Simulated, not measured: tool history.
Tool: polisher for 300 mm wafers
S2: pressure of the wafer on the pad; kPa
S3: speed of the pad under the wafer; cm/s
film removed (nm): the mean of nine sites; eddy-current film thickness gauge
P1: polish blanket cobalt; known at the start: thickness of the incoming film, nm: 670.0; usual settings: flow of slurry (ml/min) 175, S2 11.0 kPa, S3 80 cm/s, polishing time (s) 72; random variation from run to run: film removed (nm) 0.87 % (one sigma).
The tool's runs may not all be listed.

{"run": 1, "hour": 3.5, "flow of slurry (ml/min)": 175, "S2": 11.0, "S3": 80, "polishing time (s)": 72, "film removed (nm)": 273.13}
{"run": 2, "hour": 7.7, "flow of slurry (ml/min)": 175, "S2": 11.0, "S3": 36, "polishing time (s)": 72, "film removed (nm)": 120.2}
{"run": 3, "hour": 12.1, "flow of slurry (ml/min)": 175, "S2": 11.0, "S3": 80, "polishing time (s)": 36, "film removed (nm)": 134.8}
{"hour": 15.8, "done": "slurry nozzle cleaned"}
{"run": 4, "hour": 16.8, "flow of slurry (ml/min)": 175, "S2": 4.8, "S3": 80, "polishing time (s)": 72, "film removed (nm)": 116.95}
{"run": 5, "hour": 22.2, "flow of slurry (ml/min)": 175, "S2": 5.5, "S3": 80, "polishing time (s)": 99, "film removed (nm)": 183.46}
{"run": 6, "hour": 27.4, "flow of slurry (ml/min)": 175, "S2": 11.0, "S3": 80, "polishing time (s)": 72, "film removed (nm)": 262.92}
{"run": 7, "hour": 31.7, "flow of slurry (ml/min)": 175, "S2": 11.0, "S3": 112, "polishing time (s)": 72, "film removed (nm)": 367.43}
{"run": 8, "hour": 35.3, "flow of slurry (ml/min)": 175, "S2": 11.0, "S3": 80, "polishing time (s)": 72, "film removed (nm)": 270.02}
{"run": 9, "hour": 40.5, "flow of slurry (ml/min)": 260, "S2": 11.0, "S3": 80, "polishing time (s)": 72, "film removed (nm)": 285.23}
{"run": 10, "hour": 45.5, "flow of slurry (ml/min)": 175, "S2": 11.0, "S3": 80, "polishing time (s)": 107, "film removed (nm)": 399.6}
{"run": 11, "hour": 50.4, "flow of slurry (ml/min)": 105, "S2": 11.0, "S3": 80, "polishing time (s)": 72, "film removed (nm)": 239.96}
{"run": 12, "hour": 56.0, "flow of slurry (ml/min)": 175, "S2": 11.0, "S3": 80, "polishing time (s)": 72, "film removed (nm)": 270.96}
{"run": 13, "hour": 60.8, "flow of slurry (ml/min)": 175, "S2": 11.0, "S3": 80, "polishing time (s)": 72, "film removed (nm)": 265.06}
{"run": 14, "hour": 66.0, "flow of slurry (ml/min)": 175, "S2": 15.9, "S3": 80, "polishing time (s)": 72, "film removed (nm)": 376.46}
{"run": 15, "hour": 71.7, "flow of slurry (ml/min)": 175, "S2": 11.0, "S3": 80, "polishing time (s)": 72, "film removed (nm)": 268.13}
{"run": 16, "hour": 77.3, "flow of slurry (ml/min)": 175, "S2": 11.0, "S3": 80, "polishing time (s)": 72, "film removed (nm)": 255.57}
{"run": 17, "hour": 82.6, "flow of slurry (ml/min)": 175, "S2": 11.0, "S3": 80, "polishing time (s)": 72, "film removed (nm)": 249.73}
{"hour": 82.9, "done": "head pressure recalibrated"}
{"run": 18, "hour": 85.1, "flow of slurry (ml/min)": 175, "S2": 11.0, "S3": 80, "polishing time (s)": 72, "film removed (nm)": 247.83}
{"run": 19, "hour": 90.0, "flow of slurry (ml/min)": 175, "S2": 11.0, "S3": 80, "polishing time (s)": 72, "film removed (nm)": 242.83}
{"run": 20, "hour": 94.9, "flow of slurry (ml/min)": 175, "S2": 11.0, "S3": 80, "polishing time (s)": 72, "film removed (nm)": 244.09}
{"run": 21, "hour": 97.9, "flow of slurry (ml/min)": 175, "S2": 11.0, "S3": 80, "polishing time (s)": 72, "film removed (nm)": 244.65}

What P1 gives has crept away from where it was. These 2 causes fit the log equally well, each at the size given:
A: slurry flow missing at the pad, % = 38.6
B: removal rate lost through wear of the pad, % = 8.86
The creep began at about hour 71.7.
Why every other cause is out:
head's pressure below its setpoint, %: serviced at hour 82.9, which brought nothing back

4 check runs are offered, each on 2 wafers whose results are averaged, their results left as question marks. Which one tells the causes apart?
{"run": "check 1", "hour": 100.9, "flow of slurry (ml/min)": 175, "S2": 11.0, "S3": 40, "polishing time (s)": 41, "film removed (nm)": "?"}
{"run": "check 2", "hour": 100.9, "flow of slurry (ml/min)": 175, "S2": 4.8, "S3": 80, "polishing time (s)": 36, "film removed (nm)": "?"}
{"run": "check 3", "hour": 100.9, "flow of slurry (ml/min)": 105, "S2": 6.9, "S3": 80, "polishing time (s)": 72, "film removed (nm)": "?"}
{"run": "check 4", "hour": 100.9, "flow of slurry (ml/min)": 175, "S2": 11.0, "S3": 110, "polishing time (s)": 101, "film removed (nm)": "?"}

What each check would give under each cause:
check=check_1 result=film_removed_(nm) if_A=69.349 if_B=69.340
check=check_2 result=film_removed_(nm) if_A=53.280 if_B=53.273
check=check_3 result=film_removed_(nm) if_A=130.890 if_B=137.980
check=check_4 result=film_removed_(nm) if_A=469.800 if_B=469.740
How far apart the two closest causes lie, in the result that separates them most: check 1 0.01 %; check 2 0.01 %; check 3 5.28 %; check 4 0.01 %
Check 3 tells the causes apart: in the others they would give nearly the same result.

Check 3 was then run and gave: film removed (nm) 138.010. Which cause is it?

It is B: removal rate lost through wear of the pad, %.
